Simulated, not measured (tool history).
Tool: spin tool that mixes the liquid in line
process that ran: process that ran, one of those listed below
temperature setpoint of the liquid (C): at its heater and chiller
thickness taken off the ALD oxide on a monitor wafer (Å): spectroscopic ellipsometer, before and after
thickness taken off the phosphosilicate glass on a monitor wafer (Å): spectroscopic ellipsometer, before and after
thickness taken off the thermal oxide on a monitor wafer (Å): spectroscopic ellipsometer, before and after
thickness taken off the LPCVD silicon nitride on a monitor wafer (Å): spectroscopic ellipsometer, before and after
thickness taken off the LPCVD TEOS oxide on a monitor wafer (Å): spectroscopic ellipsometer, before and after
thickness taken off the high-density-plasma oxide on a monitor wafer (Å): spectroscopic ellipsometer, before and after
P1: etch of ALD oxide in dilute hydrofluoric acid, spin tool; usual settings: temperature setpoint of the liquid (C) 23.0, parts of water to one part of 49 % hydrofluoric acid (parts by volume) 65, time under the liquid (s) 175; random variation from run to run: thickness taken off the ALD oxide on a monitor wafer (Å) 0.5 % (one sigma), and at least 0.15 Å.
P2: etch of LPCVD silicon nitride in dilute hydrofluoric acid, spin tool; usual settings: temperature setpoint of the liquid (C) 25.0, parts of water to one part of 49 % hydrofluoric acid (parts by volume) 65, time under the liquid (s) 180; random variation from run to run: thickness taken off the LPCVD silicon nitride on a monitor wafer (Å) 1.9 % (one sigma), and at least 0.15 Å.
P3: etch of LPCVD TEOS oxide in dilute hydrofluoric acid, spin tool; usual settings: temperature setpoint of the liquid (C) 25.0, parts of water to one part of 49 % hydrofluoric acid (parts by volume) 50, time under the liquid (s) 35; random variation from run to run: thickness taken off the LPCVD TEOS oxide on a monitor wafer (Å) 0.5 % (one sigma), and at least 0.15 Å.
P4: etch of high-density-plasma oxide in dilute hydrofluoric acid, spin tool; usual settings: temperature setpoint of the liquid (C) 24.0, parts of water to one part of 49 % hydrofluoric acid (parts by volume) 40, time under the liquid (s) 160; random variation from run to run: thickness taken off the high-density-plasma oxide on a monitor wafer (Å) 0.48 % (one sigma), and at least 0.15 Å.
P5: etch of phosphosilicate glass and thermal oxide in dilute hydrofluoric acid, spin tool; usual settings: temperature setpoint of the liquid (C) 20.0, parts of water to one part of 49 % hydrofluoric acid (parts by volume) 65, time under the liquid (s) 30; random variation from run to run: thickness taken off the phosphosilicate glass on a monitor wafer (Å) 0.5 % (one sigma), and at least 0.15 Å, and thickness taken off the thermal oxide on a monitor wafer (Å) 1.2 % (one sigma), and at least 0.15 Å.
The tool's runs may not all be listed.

| run | hour | process that ran | temperature setpoint of the liquid (C) | parts of water to one part of 49 % hydrofluoric acid (parts by volume) | time under the liquid (s) | hours since the thermometer was replaced | hours since the hydrofluoric acid flow meter was replaced | thickness taken off the ALD oxide on a monitor wafer (Å) | thickness taken off the phosphosilicate glass on a monitor wafer (Å) | thickness taken off the thermal oxide on a monitor wafer (Å) | thickness taken off the LPCVD silicon nitride on a monitor wafer (Å) | thickness taken off the LPCVD TEOS oxide on a monitor wafer (Å) | thickness taken off the high-density-plasma oxide on a monitor wafer (Å) |
|---|---|---|---|---|---|---|---|---|---|---|---|---|---|
| 1 | 12.6 | P1 | 23.0 | 65 | 175 | 778.0 | 523.3 | 298.470 |  |  |  |  |  |
| 2 | 19.8 | P5 | 17.0 | 65 | 30 | 785.2 | 530.5 |  | 477.51 | 18.055 |  |  |  |
| 3 | 29.4 | P2 | 25.0 | 65 | 55 | 794.8 | 540.1 |  |  |  | 4.0204 |  |  |
| 4 | 35.4 | P1 | 23.0 | 65 | 175 | 800.8 | 546.1 | 298.220 |  |  |  |  |  |
| 5 | 46.0 | P3 | 25.0 | 80 | 35 | 811.4 | 556.7 |  |  |  |  | 259.87 |  |
| 6 | 57.4 | P1 | 23.0 | 65 | 25 | 822.8 | 568.1 | 42.149 |  |  |  |  |  |
| 7 | 69.3 | P3 | 25.0 | 50 | 35 | 834.7 | 580.0 |  |  |  |  | 434.27 |  |
| 8 | 75.7 | P1 | 23.0 | 110 | 75 | 841.1 | 586.4 | 71.077 |  |  |  |  |  |
| 9 | 85.2 | P1 | 23.0 | 65 | 175 | 850.6 | 595.9 | 295.990 |  |  |  |  |  |
| 10 | 95.4 | P4 | 24.0 | 20 | 160 | 860.8 | 606.1 |  |  |  |  |  | 452.010 |
| 11 | 103.4 | P2 | 25.0 | 65 | 180 | 868.8 | 614.1 |  |  |  | 13.6540 |  |  |
| 12 | 115.1 | P1 | 23.0 | 25 | 175 | 880.5 | 625.8 | 811.850 |  |  |  |  |  |
| 13 | 126.4 | P1 | 23.0 | 65 | 175 | 891.8 | 637.1 | 300.100 |  |  |  |  |  |
| 14 | 134.4 | P3 | 25.0 | 50 | 35 | 899.8 | 645.1 |  |  |  |  | 431.27 |  |
| 15 | 143.3 | P3 | 25.0 | 50 | 15 | 908.7 | 654.0 |  |  |  |  | 187.08 |  |
| 16 | 155.5 | P5 | 20.0 | 105 | 30 | 920.9 | 666.2 |  | 319.49 | 11.669 |  |  |  |
| 17 | 167.2 | P1 | 23.0 | 65 | 175 | 932.6 | 677.9 | 297.320 |  |  |  |  |  |
| 18 | 175.1 | P3 | 19.5 | 50 | 35 | 940.5 | 685.8 |  |  |  |  | 345.27 |  |
| 19 | 184.8 | P5 | 20.0 | 65 | 60 | 950.2 | 695.5 |  | 1080.50 | 40.336 |  |  |  |
|  | 188.9 | thermometer replaced |
| 20 | 190.8 | P1 | 19.0 | 65 | 320 | 1.9 | 701.5 | 458.810 |  |  |  |  |  |
| 21 | 197.6 | P1 | 23.0 | 65 | 350 | 8.7 | 708.3 | 595.090 |  |  |  |  |  |
| 22 | 210.0 | P4 | 24.0 | 40 | 25 | 21.1 | 720.7 |  |  |  |  |  | 34.671 |
| 23 | 216.1 | P4 | 29.5 | 40 | 160 | 27.2 | 726.8 |  |  |  |  |  | 274.880 |
| 24 | 227.6 | P1 | 18.5 | 65 | 175 | 38.7 | 738.3 | 243.950 |  |  |  |  |  |
| 25 | 233.8 | P1 | 23.0 | 65 | 175 | 44.9 | 744.5 | 296.000 |  |  |  |  |  |
| 26 | 246.5 | P2 | 31.5 | 65 | 180 | 57.6 | 757.2 |  |  |  | 19.5980 |  |  |
| 27 | 258.2 | P1 | 23.0 | 65 | 175 | 69.3 | 768.9 | 297.840 |  |  |  |  |  |
| 28 | 269.3 | P1 | 29.0 | 65 | 175 | 80.4 | 780.0 | 377.380 |  |  |  |  |  |
| 29 | 279.0 | P2 | 25.0 | 90 | 180 | 90.1 | 789.7 |  |  |  | 10.0310 |  |  |
| 30 | 288.1 | P5 | 20.0 | 65 | 30 | 99.2 | 798.8 |  | 541.38 | 20.235 |  |  |  |
| 31 | 295.3 | P4 | 24.0 | 40 | 160 | 106.4 | 806.0 |  |  |  |  |  | 222.270 |
| 32 | 304.0 | P1 | 23.0 | 85 | 175 | 115.1 | 814.7 | 218.980 |  |  |  |  |  |
| 33 | 310.4 | P1 | 23.0 | 65 | 175 | 121.5 | 821.1 | 297.270 |  |  |  |  |  |
| 34 | 322.8 | P1 | 23.0 | 65 | 175 | 133.9 | 833.5 | 307.860 |  |  |  |  |  |
| 35 | 332.2 | P1 | 23.0 | 65 | 175 | 143.3 | 842.9 | 312.510 |  |  |  |  |  |
| 36 | 343.7 | P1 | 23.0 | 65 | 175 | 154.8 | 854.4 | 320.110 |  |  |  |  |  |
| 37 | 353.7 | P1 | 23.0 | 65 | 175 | 164.8 | 864.4 | 324.330 |  |  |  |  |  |
| 38 | 365.5 | P1 | 23.0 | 65 | 175 | 176.6 | 876.2 | 325.600 |  |  |  |  |  |
| 39 | 377.4 | P1 | 23.0 | 65 | 175 | 188.5 | 888.1 | 325.540 |  |  |  |  |  |
| 40 | 384.0 | P1 | 23.0 | 65 | 175 | 195.1 | 894.7 | 327.330 |  |  |  |  |  |
| 41 | 392.9 | P1 | 23.0 | 65 | 175 | 204.0 | 903.6 | 328.740 |  |  |  |  |  |

What P1 gives has crept away from where it was. These 2 causes fit the log equally well, each at the size given:
A: hydrofluoric acid flow above the setpoint (%) = 9.49
B: liquid hotter than its thermometer reads (K) = 2.42
The creep began at about hour 310.4.

4 check runs are offered, each on 5 wafers whose results are averaged, their results left as question marks. Which one tells the causes apart?
| check 1 | 401.8 | P3 | 25.0 | 50 | 35 |  |  |  |  |  |  | ? |  |
| check 2 | 401.8 | P4 | 24.0 | 40 | 160 |  |  |  |  |  |  |  | ? |
| check 3 | 401.8 | P2 | 25.0 | 65 | 180 |  |  |  |  |  | ? |  |  |
| check 4 | 401.8 | P5 | 20.0 | 65 | 30 |  |  |  | ? | ? |  |  |  |

What each check would give under each cause:
| check | result | if A | if B |
|---|---|---|---|
| check 1 | thickness taken off the LPCVD TEOS oxide on a monitor wafer (Å) | 478.70 | 479.36 |
| check 2 | thickness taken off the high-density-plasma oxide on a monitor wafer (Å) | 243.370 | 244.360 |
| check 3 | thickness taken off the LPCVD silicon nitride on a monitor wafer (Å) | 14.9480 | 16.0340 |
| check 4 | thickness taken off the phosphosilicate glass on a monitor wafer (Å) | 595.73 | 597.80 |
| check 4 | thickness taken off the thermal oxide on a monitor wafer (Å) | 22.076 | 22.153 |
How far apart the two closest causes lie, in the result that separates them most: check 1 0.14 %; check 2 0.41 %; check 3 7.02 %; check 4 0.35 %
Check 3 tells the causes apart: in the others they would give nearly the same result.

Check 3 was then run and gave: thickness taken off the LPCVD silicon nitride on a monitor wafer (Å) 15.0590. Which cause is it?

It is A: hydrofluoric acid flow above the setpoint (%).

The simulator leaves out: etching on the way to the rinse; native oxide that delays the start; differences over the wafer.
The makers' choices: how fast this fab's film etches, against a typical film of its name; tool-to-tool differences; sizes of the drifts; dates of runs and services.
